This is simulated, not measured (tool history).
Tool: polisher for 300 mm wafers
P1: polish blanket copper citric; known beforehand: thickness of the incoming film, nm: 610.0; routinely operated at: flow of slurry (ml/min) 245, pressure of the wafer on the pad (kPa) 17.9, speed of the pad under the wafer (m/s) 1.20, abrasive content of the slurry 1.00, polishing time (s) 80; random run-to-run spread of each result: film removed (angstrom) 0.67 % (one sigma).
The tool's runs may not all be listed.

run     day  flow of slurry (ml/min)  pressure of the wafer on the pad (kPa)  speed of the pad under the wafer (m/s)  abrasive content of the slurry  polishing time (s)  film removed (angstrom)
  1   0.525                      245                                    17.9                                    1.20                            1.00                  80                  1597.20
  2   0.883                      245                                    17.9                                    1.20                            1.00                  80                  1603.80
  3   1.592                      245                                    17.9                                    1.20                            1.00                  80                  1615.10
  4   2.054                      245                                    17.9                                    1.20                            1.00                  80                  1624.20
  5   2.504                      245                                    17.9                                    1.20                            1.30                  45                   960.23
  6   3.025                      245                                    13.1                                    1.20                            1.00                  80                  1172.40
  7   3.758                      375                                    17.9                                    1.20                            1.00                  80                  1662.50
  8   4.142                      245                                    17.9                                    0.64                            1.00                  80                   871.87
  9   4.846                      245                                    17.9                                    1.20                            1.00                 110                  2197.50
      5.129  -- slurry nozzle cleaned
 10   5.542                      245                                    17.9                                    1.20                            1.00                  80                  1586.80
 11   6.217                      145                                    17.9                                    1.20                            1.00                  80                  1488.30
 12   6.721                      245                                    17.9                                    1.20                            1.00                  36                   725.81
 13   7.362                      245                                    17.9                                    1.20                            1.35                  80                  1720.10
 14   7.862                      245                                    24.8                                    1.20                            1.00                  80                  2186.70
      8.062  -- slurry blender recalibrated
 15   8.488                      245                                    17.9                                    1.20                            1.00                  80                  1609.70
 16   9.117                      245                                    17.9                                    1.20                            0.60                  80                  1454.60
 17   9.717                      245                                    17.9                                    1.74                            1.00                 112                  3245.40
 18  10.379                      245                                    17.9                                    1.88                            1.00                  80                  2486.70
 19  10.746                      245                                    17.9                                    1.20                            1.00                  80                  1603.00
 20  11.417                      245                                    17.9                                    1.20                            1.00                  80                  1582.00
 21  12.021                      245                                    17.9                                    1.20                            1.00                  80                  1543.70
 22  12.717                      245                                    17.9                                    1.20                            1.00                  80                  1554.90
     12.808  -- head pressure recalibrated
 23  13.392                      245                                    17.9                                    1.20                            1.00                  80                  1542.00
 24  13.783                      245                                    17.9                                    1.20                            1.00                  80                  1533.80
     13.921  -- slurry blender recalibrated
 25  14.100                      245                                    17.9                                    1.20                            1.00                  80                  1542.30
 26  14.667                      245                                    17.9                                    1.20                            1.00                  80                  1521.50

Run 27 comes next. What will it give?
 27  15.362                      245                                    17.9                                    1.20                            1.00                  80                        ?

film removed (angstrom): 1525.00
